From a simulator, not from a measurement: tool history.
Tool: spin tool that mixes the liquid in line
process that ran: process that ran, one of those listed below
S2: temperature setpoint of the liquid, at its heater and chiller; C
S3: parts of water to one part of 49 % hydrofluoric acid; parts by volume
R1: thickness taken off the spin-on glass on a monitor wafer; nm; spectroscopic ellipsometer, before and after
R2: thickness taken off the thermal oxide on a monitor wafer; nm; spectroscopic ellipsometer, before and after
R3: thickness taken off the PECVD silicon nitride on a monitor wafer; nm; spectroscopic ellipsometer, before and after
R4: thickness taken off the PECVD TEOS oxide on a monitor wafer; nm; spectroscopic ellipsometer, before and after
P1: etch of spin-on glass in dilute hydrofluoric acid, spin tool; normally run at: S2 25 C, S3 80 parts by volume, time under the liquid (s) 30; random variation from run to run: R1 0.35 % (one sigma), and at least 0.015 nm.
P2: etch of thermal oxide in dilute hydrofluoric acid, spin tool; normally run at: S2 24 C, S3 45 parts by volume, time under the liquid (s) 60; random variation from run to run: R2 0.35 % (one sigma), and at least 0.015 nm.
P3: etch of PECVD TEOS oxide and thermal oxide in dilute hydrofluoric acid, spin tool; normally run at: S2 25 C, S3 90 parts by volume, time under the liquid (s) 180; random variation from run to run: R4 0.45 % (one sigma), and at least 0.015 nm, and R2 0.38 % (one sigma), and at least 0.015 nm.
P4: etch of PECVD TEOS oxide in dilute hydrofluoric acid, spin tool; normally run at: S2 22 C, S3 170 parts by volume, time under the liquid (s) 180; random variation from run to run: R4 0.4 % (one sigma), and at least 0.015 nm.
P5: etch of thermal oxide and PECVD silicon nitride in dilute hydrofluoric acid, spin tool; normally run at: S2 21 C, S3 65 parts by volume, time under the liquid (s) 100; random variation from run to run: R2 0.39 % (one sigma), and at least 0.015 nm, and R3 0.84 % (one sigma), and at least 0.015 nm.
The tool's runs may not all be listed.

{"run": 1, "hour": 10.4, "process that ran": "P1", "S2": 25, "S3": 80, "time under the liquid (s)": 30, "R1": 17.406}
{"run": 2, "hour": 20.9, "process that ran": "P1", "S2": 25, "S3": 80, "time under the liquid (s)": 30, "R1": 17.315}
{"run": 3, "hour": 35.8, "process that ran": "P1", "S2": 25, "S3": 80, "time under the liquid (s)": 30, "R1": 17.313}
{"run": 4, "hour": 43.5, "process that ran": "P2", "S2": 24, "S3": 45, "time under the liquid (s)": 60, "R2": 6.8373}
{"hour": 50.8, "done": "hydrofluoric acid flow meter replaced"}
{"run": 5, "hour": 57.9, "process that ran": "P5", "S2": 21, "S3": 65, "time under the liquid (s)": 100, "R2": 6.4028, "R3": 3.1719}
{"run": 6, "hour": 69.7, "process that ran": "P3", "S2": 32, "S3": 90, "time under the liquid (s)": 180, "R2": 13.338, "R4": 36.187}
{"run": 7, "hour": 78.8, "process that ran": "P1", "S2": 25, "S3": 80, "time under the liquid (s)": 30, "R1": 17.288}
{"run": 8, "hour": 90.7, "process that ran": "P1", "S2": 25, "S3": 130, "time under the liquid (s)": 30, "R1": 9.9822}
{"run": 9, "hour": 99.1, "process that ran": "P3", "S2": 25, "S3": 90, "time under the liquid (s)": 330, "R2": 18.535, "R4": 50.891}
{"run": 10, "hour": 109.3, "process that ran": "P4", "S2": 22, "S3": 170, "time under the liquid (s)": 95, "R4": 5.3903}
{"run": 11, "hour": 122.8, "process that ran": "P1", "S2": 25, "S3": 80, "time under the liquid (s)": 30, "R1": 17.255}
{"run": 12, "hour": 135.1, "process that ran": "P1", "S2": 25, "S3": 140, "time under the liquid (s)": 15, "R1": 4.6237}
{"run": 13, "hour": 146.3, "process that ran": "P1", "S2": 25, "S3": 40, "time under the liquid (s)": 30, "R1": 36.683}
{"run": 14, "hour": 153.6, "process that ran": "P2", "S2": 24, "S3": 65, "time under the liquid (s)": 60, "R2": 4.6476}
{"run": 15, "hour": 161.9, "process that ran": "P3", "S2": 25, "S3": 90, "time under the liquid (s)": 180, "R2": 10.153, "R4": 27.621}
{"run": 16, "hour": 169.5, "process that ran": "P1", "S2": 25, "S3": 80, "time under the liquid (s)": 30, "R1": 17.235}
{"run": 17, "hour": 178.1, "process that ran": "P2", "S2": 24, "S3": 45, "time under the liquid (s)": 110, "R2": 12.504}
{"run": 18, "hour": 187.2, "process that ran": "P1", "S2": 20, "S3": 80, "time under the liquid (s)": 30, "R1": 14.09}
{"run": 19, "hour": 197.8, "process that ran": "P2", "S2": 29.5, "S3": 45, "time under the liquid (s)": 60, "R2": 8.4973}
{"run": 20, "hour": 206.7, "process that ran": "P5", "S2": 21, "S3": 65, "time under the liquid (s)": 100, "R2": 6.3979, "R3": 3.1036}
{"run": 21, "hour": 218.3, "process that ran": "P3", "S2": 25, "S3": 90, "time under the liquid (s)": 180, "R2": 10.11, "R4": 27.702}
{"run": 22, "hour": 232.6, "process that ran": "P4", "S2": 28.5, "S3": 170, "time under the liquid (s)": 180, "R4": 12.95}

Forecast run 23:
{"run": 23, "hour": 241.3, "process that ran": "P4", "S2": 22, "S3": 170, "time under the liquid (s)": 180, "R4": "?"}

R4: 10.165 nm
